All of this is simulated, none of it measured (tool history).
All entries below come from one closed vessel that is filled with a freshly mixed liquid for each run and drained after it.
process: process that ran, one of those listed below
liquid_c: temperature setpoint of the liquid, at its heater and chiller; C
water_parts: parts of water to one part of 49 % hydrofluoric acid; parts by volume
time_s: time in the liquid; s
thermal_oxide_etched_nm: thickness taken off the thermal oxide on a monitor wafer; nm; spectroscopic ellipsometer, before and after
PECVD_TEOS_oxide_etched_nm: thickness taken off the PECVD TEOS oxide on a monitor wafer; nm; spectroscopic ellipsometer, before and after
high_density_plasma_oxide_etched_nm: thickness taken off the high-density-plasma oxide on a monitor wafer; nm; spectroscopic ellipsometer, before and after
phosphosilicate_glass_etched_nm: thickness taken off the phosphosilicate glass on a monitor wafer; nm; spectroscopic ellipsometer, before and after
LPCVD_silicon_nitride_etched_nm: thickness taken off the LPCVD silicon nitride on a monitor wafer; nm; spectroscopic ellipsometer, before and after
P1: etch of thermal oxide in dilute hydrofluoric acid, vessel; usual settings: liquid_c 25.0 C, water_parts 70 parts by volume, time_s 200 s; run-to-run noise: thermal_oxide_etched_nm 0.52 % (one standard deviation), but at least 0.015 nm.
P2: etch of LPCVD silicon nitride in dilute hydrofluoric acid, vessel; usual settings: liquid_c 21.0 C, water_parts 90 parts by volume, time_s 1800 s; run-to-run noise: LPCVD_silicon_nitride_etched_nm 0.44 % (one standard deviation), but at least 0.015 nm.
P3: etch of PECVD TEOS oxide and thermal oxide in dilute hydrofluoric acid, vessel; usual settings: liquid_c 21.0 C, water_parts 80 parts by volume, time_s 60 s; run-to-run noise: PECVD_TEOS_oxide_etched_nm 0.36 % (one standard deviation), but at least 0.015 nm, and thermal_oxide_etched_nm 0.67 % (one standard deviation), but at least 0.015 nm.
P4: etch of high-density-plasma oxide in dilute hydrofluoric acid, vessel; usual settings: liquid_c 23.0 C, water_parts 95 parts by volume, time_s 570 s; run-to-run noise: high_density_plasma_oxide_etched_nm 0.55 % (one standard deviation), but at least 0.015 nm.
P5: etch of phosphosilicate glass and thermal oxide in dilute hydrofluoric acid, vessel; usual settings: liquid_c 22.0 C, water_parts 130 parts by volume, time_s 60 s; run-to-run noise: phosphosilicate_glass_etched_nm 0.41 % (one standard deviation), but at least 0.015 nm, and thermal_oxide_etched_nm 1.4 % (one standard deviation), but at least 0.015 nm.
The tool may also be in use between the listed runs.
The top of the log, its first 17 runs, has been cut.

run	hour	process	liquid_c	water_parts	time_s	hours since the thermometer was replaced	hours since the hydrofluoric acid flow meter was replaced	thermal_oxide_etched_nm	PECVD_TEOS_oxide_etched_nm	high_density_plasma_oxide_etched_nm	phosphosilicate_glass_etched_nm	LPCVD_silicon_nitride_etched_nm
18	118.1	P4	23.0	95	570	1937.0	810.7			34.503		
19	123.5	P4	17.5	95	570	1942.4	816.1			27.353		
20	127.7	P1	25.0	100	200	1946.6	820.3	9.5570				
21	134.4	P1	20.5	70	200	1953.3	827.0	11.8250				
22	142.3	P2	21.0	90	2875	1961.2	834.9					14.0370
23	149.4	P4	23.0	95	1060	1968.3	842.0			63.701		
24	154.6	P2	17.0	90	1800	1973.5	847.2					6.6643
25	164.0	P4	23.0	150	570	1982.9	856.6			20.383		
26	172.1	P5	22.0	130	60	1991.0	864.7	1.9112			31.538	
27	180.7	P3	21.0	80	60	1999.6	873.3	3.2536	13.3770			
28	187.1	P1	25.0	70	50	2006.0	879.7	3.5578				
29	195.3	P5	17.5	130	60	2014.2	887.9	1.6096			26.325	
30	204.2	P3	21.0	80	60	2023.1	896.8	3.2911	13.3180			
31	209.9	P2	21.0	90	1800	2028.8	902.5					8.7103
32	218.7	P1	25.0	70	200	2037.6	911.3	14.2220				

Forecast run 33:
33	226.3	P1	25.0	70	200	2045.2	918.9	?				

thermal_oxide_etched_nm: 13.5700 nm
